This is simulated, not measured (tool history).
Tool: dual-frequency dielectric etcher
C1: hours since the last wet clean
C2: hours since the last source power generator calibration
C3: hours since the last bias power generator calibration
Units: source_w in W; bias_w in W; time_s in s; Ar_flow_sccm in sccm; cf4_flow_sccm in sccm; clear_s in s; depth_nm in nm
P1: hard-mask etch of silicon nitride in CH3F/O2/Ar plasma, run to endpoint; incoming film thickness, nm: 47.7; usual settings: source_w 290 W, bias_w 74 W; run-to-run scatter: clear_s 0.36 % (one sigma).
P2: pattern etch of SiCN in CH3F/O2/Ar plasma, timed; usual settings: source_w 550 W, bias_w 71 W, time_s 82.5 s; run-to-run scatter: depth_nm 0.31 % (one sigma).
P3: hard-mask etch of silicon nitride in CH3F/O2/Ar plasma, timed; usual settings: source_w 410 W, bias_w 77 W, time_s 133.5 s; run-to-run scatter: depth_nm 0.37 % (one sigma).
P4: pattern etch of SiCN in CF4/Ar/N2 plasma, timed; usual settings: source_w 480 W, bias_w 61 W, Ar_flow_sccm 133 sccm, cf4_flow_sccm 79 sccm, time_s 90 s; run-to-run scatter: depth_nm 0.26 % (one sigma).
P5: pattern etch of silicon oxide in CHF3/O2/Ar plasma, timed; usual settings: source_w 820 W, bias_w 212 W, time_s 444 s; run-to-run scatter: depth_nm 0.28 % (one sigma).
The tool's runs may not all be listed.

{"run": 1, "hour": 3.5, "process": "P1", "source_w": 290, "bias_w": 74, "C1": 71.4, "C2": 1535, "C3": 413, "clear_s": 79.697}
{"run": 2, "hour": 9.0, "process": "P2", "source_w": 430, "bias_w": 71, "time_s": 82.5, "C1": 76.9, "C2": 1540.5, "C3": 418.5, "depth_nm": 31.888}
{"run": 3, "hour": 14.1, "process": "P3", "source_w": 250, "bias_w": 77, "time_s": 133.5, "C1": 82, "C2": 1545.6, "C3": 423.6, "depth_nm": 79.506}
{"run": 4, "hour": 19.7, "process": "P1", "source_w": 290, "bias_w": 74, "C1": 87.6, "C2": 1551.2, "C3": 429.2, "clear_s": 79.917}
{"run": 5, "hour": 24.7, "process": "P1", "source_w": 290, "bias_w": 74, "C1": 92.6, "C2": 1556.2, "C3": 434.2, "clear_s": 79.391}
{"run": 6, "hour": 30.7, "process": "P5", "source_w": 820, "bias_w": 157, "time_s": 444, "C1": 98.6, "C2": 1562.2, "C3": 440.2, "depth_nm": 943.93}
{"run": 7, "hour": 35.2, "process": "P3", "source_w": 410, "bias_w": 77, "time_s": 133.5, "C1": 103.1, "C2": 1566.7, "C3": 444.7, "depth_nm": 95.42}
{"run": 8, "hour": 39.0, "process": "P1", "source_w": 290, "bias_w": 74, "C1": 106.9, "C2": 1570.5, "C3": 448.5, "clear_s": 79.887}
{"run": 9, "hour": 44.4, "process": "P1", "source_w": 240, "bias_w": 98, "C1": 112.3, "C2": 1575.9, "C3": 453.9, "clear_s": 77.245}
{"run": 10, "hour": 49.0, "process": "P1", "source_w": 290, "bias_w": 90, "C1": 116.9, "C2": 1580.5, "C3": 458.5, "clear_s": 74.222}
{"run": 11, "hour": 53.1, "process": "P5", "source_w": 820, "bias_w": 212, "time_s": 444, "C1": 121, "C2": 1584.6, "C3": 462.6, "depth_nm": 1043.8}
{"run": 12, "hour": 57.7, "process": "P3", "source_w": 410, "bias_w": 96, "time_s": 133.5, "C1": 125.6, "C2": 1589.2, "C3": 467.2, "depth_nm": 103.78}
{"run": 13, "hour": 63.3, "process": "P2", "source_w": 550, "bias_w": 71, "time_s": 114, "C1": 131.2, "C2": 1594.8, "C3": 472.8, "depth_nm": 48.619}
{"run": 14, "hour": 68.5, "process": "P4", "source_w": 480, "bias_w": 61, "time_s": 90, "Ar_flow_sccm": 133, "cf4_flow_sccm": 47, "C1": 136.4, "C2": 1600, "C3": 478, "depth_nm": 67.997}
{"run": 15, "hour": 72.5, "process": "P4", "source_w": 480, "bias_w": 61, "time_s": 120.5, "Ar_flow_sccm": 133, "cf4_flow_sccm": 79, "C1": 140.4, "C2": 1604, "C3": 482, "depth_nm": 99.93}
{"run": 16, "hour": 77.9, "process": "P4", "source_w": 480, "bias_w": 61, "time_s": 90, "Ar_flow_sccm": 188, "cf4_flow_sccm": 79, "C1": 145.8, "C2": 1609.4, "C3": 487.4, "depth_nm": 69.862}
{"run": 17, "hour": 83.2, "process": "P1", "source_w": 220, "bias_w": 74, "C1": 151.1, "C2": 1614.7, "C3": 492.7, "clear_s": 87.909}
{"run": 18, "hour": 88.6, "process": "P4", "source_w": 480, "bias_w": 75, "time_s": 90, "Ar_flow_sccm": 133, "cf4_flow_sccm": 79, "C1": 156.5, "C2": 1620.1, "C3": 498.1, "depth_nm": 79.736}
{"run": 19, "hour": 94.2, "process": "P1", "source_w": 390, "bias_w": 74, "C1": 162.1, "C2": 1625.7, "C3": 503.7, "clear_s": 71.307}
{"run": 20, "hour": 100.0, "process": "P1", "source_w": 290, "bias_w": 48, "C1": 167.9, "C2": 1631.5, "C3": 509.5, "clear_s": 92.91}
{"run": 21, "hour": 104.5, "process": "P5", "source_w": 820, "bias_w": 212, "time_s": 567, "C1": 172.4, "C2": 1636, "C3": 514, "depth_nm": 1335.3}
{"run": 22, "hour": 108.4, "process": "P5", "source_w": 1060, "bias_w": 212, "time_s": 444, "C1": 176.3, "C2": 1639.9, "C3": 517.9, "depth_nm": 1157.5}
{"run": 23, "hour": 114.3, "process": "P3", "source_w": 410, "bias_w": 77, "time_s": 188.5, "C1": 182.2, "C2": 1645.8, "C3": 523.8, "depth_nm": 134.6}
{"run": 24, "hour": 119.9, "process": "P1", "source_w": 290, "bias_w": 74, "C1": 187.8, "C2": 1651.4, "C3": 529.4, "clear_s": 78.954}
{"run": 25, "hour": 125.6, "process": "P1", "source_w": 290, "bias_w": 74, "C1": 193.5, "C2": 1657.1, "C3": 535.1, "clear_s": 79.892}
{"hour": 126.1, "done": "source power generator calibrated"}
{"run": 26, "hour": 129.8, "process": "P1", "source_w": 290, "bias_w": 74, "C1": 197.7, "C2": 3.8, "C3": 539.3, "clear_s": 80.287}
{"run": 27, "hour": 134.9, "process": "P4", "source_w": 570, "bias_w": 61, "time_s": 90, "Ar_flow_sccm": 133, "cf4_flow_sccm": 79, "C1": 202.8, "C2": 8.9, "C3": 544.4, "depth_nm": 86.383}
{"run": 28, "hour": 141.1, "process": "P2", "source_w": 550, "bias_w": 71, "time_s": 82.5, "C1": 209, "C2": 15.1, "C3": 550.6, "depth_nm": 35.186}
{"run": 29, "hour": 146.4, "process": "P4", "source_w": 480, "bias_w": 61, "time_s": 90, "Ar_flow_sccm": 133, "cf4_flow_sccm": 79, "C1": 214.3, "C2": 20.4, "C3": 555.9, "depth_nm": 74.585}
{"run": 30, "hour": 152.8, "process": "P2", "source_w": 550, "bias_w": 53, "time_s": 82.5, "C1": 220.7, "C2": 26.8, "C3": 562.3, "depth_nm": 31.865}
{"run": 31, "hour": 158.3, "process": "P1", "source_w": 290, "bias_w": 74, "C1": 226.2, "C2": 32.3, "C3": 567.8, "clear_s": 79.673}
{"run": 32, "hour": 163.4, "process": "P1", "source_w": 290, "bias_w": 74, "C1": 231.3, "C2": 37.4, "C3": 572.9, "clear_s": 80.252}
{"run": 33, "hour": 167.3, "process": "P1", "source_w": 290, "bias_w": 74, "C1": 235.2, "C2": 41.3, "C3": 576.8, "clear_s": 80.365}
{"run": 34, "hour": 172.3, "process": "P1", "source_w": 290, "bias_w": 74, "C1": 240.2, "C2": 46.3, "C3": 581.8, "clear_s": 80.957}
{"run": 35, "hour": 176.5, "process": "P1", "source_w": 290, "bias_w": 74, "C1": 244.4, "C2": 50.5, "C3": 586, "clear_s": 80.883}
{"hour": 179.2, "done": "wet clean of the chamber"}
{"run": 36, "hour": 181.5, "process": "P1", "source_w": 290, "bias_w": 74, "C1": 2.4, "C2": 55.5, "C3": 591, "clear_s": 81.291}
{"run": 37, "hour": 184.5, "process": "P1", "source_w": 290, "bias_w": 74, "C1": 5.4, "C2": 58.5, "C3": 594, "clear_s": 81.016}
{"run": 38, "hour": 188.4, "process": "P1", "source_w": 290, "bias_w": 74, "C1": 9.3, "C2": 62.4, "C3": 597.9, "clear_s": 81.215}
{"run": 39, "hour": 192.1, "process": "P1", "source_w": 290, "bias_w": 74, "C1": 13, "C2": 66.1, "C3": 601.6, "clear_s": 81.264}
{"run": 40, "hour": 195.8, "process": "P1", "source_w": 290, "bias_w": 74, "C1": 16.7, "C2": 69.8, "C3": 605.3, "clear_s": 80.868}

What P1 gives has crept away from where it was. These 2 causes fit the log equally well, each at the size given:
A: bias power that arrives under what is set, % = 4.95
B: source power that arrives under what is set, % = 4.64
The creep began at about hour 158.3.
Why every other cause is out:
chamber walls in a state that lowers the etch rate, %: serviced at hour 179.2, which brought nothing back

4 check runs are offered, one wafer each, their results left as question marks. Which one tells the causes apart?
{"run": "check 1", "hour": 199.5, "process": "P5", "source_w": 820, "bias_w": 212, "time_s": 444, "depth_nm": "?"}
{"run": "check 2", "hour": 199.5, "process": "P2", "source_w": 550, "bias_w": 71, "time_s": 82.5, "depth_nm": "?"}
{"run": "check 3", "hour": 199.5, "process": "P4", "source_w": 480, "bias_w": 61, "time_s": 90, "Ar_flow_sccm": 133, "cf4_flow_sccm": 79, "depth_nm": "?"}
{"run": "check 4", "hour": 199.5, "process": "P3", "source_w": 410, "bias_w": 77, "time_s": 133.5, "depth_nm": "?"}

What each check would give under each cause:
check=check_1 result=depth_nm if_A=1026.2 if_B=1025.2
check=check_2 result=depth_nm if_A=34.58 if_B=34.558
check=check_3 result=depth_nm if_A=73.103 if_B=71.332
check=check_4 result=depth_nm if_A=93.906 if_B=93.87
How far apart the two closest causes lie, in the result that separates them most: check 1 0.09 %; check 2 0.07 %; check 3 2.45 %; check 4 0.04 %
Only check 3 tells the causes apart: in the others they would give nearly the same result.

Then check 3 was run and gave: depth_nm 72.678 nm. Which cause is it?

It is A: bias power that arrives under what is set, %.

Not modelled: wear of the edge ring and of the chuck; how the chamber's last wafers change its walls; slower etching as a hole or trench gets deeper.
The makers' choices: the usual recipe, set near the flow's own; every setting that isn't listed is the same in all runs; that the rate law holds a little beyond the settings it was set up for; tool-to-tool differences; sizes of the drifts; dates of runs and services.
